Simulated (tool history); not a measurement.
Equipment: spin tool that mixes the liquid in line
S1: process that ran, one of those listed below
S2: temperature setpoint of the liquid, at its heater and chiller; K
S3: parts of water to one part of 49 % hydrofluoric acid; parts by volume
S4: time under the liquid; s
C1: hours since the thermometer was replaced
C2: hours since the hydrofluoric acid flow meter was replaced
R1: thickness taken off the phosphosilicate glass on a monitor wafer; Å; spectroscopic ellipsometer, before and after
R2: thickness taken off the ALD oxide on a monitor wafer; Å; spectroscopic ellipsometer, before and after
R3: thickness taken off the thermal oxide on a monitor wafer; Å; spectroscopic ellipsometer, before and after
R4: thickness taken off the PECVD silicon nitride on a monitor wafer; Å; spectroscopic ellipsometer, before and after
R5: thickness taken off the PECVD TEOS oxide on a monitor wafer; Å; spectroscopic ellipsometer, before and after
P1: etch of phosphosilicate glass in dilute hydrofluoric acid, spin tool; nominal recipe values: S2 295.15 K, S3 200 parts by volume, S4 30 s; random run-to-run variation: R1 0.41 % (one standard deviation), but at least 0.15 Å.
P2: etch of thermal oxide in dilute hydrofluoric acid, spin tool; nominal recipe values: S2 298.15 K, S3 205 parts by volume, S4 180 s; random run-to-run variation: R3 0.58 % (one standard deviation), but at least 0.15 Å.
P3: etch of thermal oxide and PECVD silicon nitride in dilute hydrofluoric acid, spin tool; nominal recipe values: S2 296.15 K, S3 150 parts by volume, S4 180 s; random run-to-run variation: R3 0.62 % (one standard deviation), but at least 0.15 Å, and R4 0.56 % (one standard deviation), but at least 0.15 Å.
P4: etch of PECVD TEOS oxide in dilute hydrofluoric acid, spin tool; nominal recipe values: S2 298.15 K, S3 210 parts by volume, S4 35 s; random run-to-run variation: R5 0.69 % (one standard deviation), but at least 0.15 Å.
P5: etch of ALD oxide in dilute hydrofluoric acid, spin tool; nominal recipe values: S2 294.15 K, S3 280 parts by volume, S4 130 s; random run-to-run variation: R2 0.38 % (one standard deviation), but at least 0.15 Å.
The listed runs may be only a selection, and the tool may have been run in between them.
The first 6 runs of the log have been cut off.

run	hour	S1	S2	S3	S4	C1	C2	R1	R2	R3	R4	R5
7	91.8	P5	294.15	510	130	679.9	627.1		49.793			
8	107.8	P5	294.15	280	130	695.9	643.1		110.11			
9	122.8	P5	294.15	280	205	710.9	658.1		173.83			
10	131.3	P4	298.15	210	35	719.4	666.6					37.28
11	144.9	P1	295.15	200	15	733	680.2	64.601				
12	160.5	P1	295.15	200	30	748.6	695.8	130.19				
13	172.8	P3	296.15	150	180	760.9	708.1			51.858	64.361	
14	180.5	P1	295.15	200	30	768.6	715.8	130.61				
15	197.1	P3	296.15	220	180	785.2	732.4			32.246	44.15	
16	211.7	P1	295.15	200	60	799.8	747	260.67				
17	221.1	P1	295.15	200	30	809.2	756.4	130.04				
18	234.9	P3	290.15	150	180	823	770.2			41.514	43.041	
19	246.7	P4	298.15	210	35	834.8	782					38.401
20	260	P1	295.15	100	30	848.1	795.3	292.96				
21	275.5	P2	298.15	205	180	863.6	810.8			37.805		
22	286.5	P3	296.15	150	15	874.6	821.8			4.3175	5.2543	
23	302.6	P2	298.15	345	180	890.7	837.9			19.525		
24	315	P1	295.15	340	30	903.1	850.3	66.735				

Estimate the outcome of run 25 from the log above:
25	331.3	P4	304.65	210	35	919.4	866.6					?

{"run 25": {"R5": 46.783}}

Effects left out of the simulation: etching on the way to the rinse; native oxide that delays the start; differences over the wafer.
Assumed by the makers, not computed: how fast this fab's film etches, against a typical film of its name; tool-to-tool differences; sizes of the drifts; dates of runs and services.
